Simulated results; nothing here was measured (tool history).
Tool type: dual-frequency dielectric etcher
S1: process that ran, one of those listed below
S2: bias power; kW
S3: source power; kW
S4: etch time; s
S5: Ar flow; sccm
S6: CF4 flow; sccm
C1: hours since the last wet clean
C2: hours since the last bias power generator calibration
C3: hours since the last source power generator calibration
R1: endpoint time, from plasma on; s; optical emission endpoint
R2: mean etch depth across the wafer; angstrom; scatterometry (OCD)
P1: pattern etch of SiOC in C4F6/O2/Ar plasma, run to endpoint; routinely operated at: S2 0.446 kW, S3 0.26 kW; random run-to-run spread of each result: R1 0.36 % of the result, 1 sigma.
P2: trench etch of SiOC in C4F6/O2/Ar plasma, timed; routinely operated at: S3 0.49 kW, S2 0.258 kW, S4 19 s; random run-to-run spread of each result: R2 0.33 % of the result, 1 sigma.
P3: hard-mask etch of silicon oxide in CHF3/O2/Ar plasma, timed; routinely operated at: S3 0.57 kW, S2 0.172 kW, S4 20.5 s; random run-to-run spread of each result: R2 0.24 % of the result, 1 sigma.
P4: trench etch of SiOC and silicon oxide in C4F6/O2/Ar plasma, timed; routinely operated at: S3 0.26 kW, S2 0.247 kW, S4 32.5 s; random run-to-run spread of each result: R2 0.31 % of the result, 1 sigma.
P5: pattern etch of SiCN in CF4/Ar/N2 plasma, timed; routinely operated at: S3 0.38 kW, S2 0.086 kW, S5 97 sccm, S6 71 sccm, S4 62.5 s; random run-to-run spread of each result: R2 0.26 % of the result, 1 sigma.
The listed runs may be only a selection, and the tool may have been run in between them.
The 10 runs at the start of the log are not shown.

run,hour,S1,S2,S3,S4,S5,S6,C1,C2,C3,R1,R2
11,105.9,P2,0.258,0.34,19,,,66.4,2576.6,1854.2,,417.38
12,119.1,P5,0.086,0.38,62.5,75,71,79.6,2589.8,1867.4,,503.13
13,126.8,P2,0.356,0.49,19,,,87.3,2597.5,1875.1,,534.92
14,133.8,P1,0.326,0.26,,,,94.3,2604.5,1882.1,15.917,
15,140.9,P2,0.258,0.49,19,,,101.4,2611.6,1889.2,,477.68
# hour 149.6: source power generator calibrated
16,150.2,P1,0.446,0.26,,,,110.7,2620.9,0.6,14.282,
17,160,P1,0.582,0.34,,,,120.5,2630.7,10.4,11.535,
18,168.4,P5,0.086,0.38,62.5,97,71,128.9,2639.1,18.8,,485.66
19,176.3,P2,0.258,0.49,19,,,136.8,2647,26.7,,481.07
20,183.7,P5,0.059,0.38,62.5,97,71,144.2,2654.4,34.1,,426.32
21,197.4,P5,0.086,0.28,62.5,97,71,157.9,2668.1,47.8,,372.68
22,206,P4,0.165,0.26,32.5,,,166.5,2676.7,56.4,,530.22
23,218.2,P1,0.31,0.32,,,,178.7,2688.9,68.6,15.062,

Estimate the outcome of run 24 from the log above:
24,231.9,P3,0.172,0.57,20.5,,,192.4,2702.6,82.3,,?

{"run 24": {"R2": 389.33}}
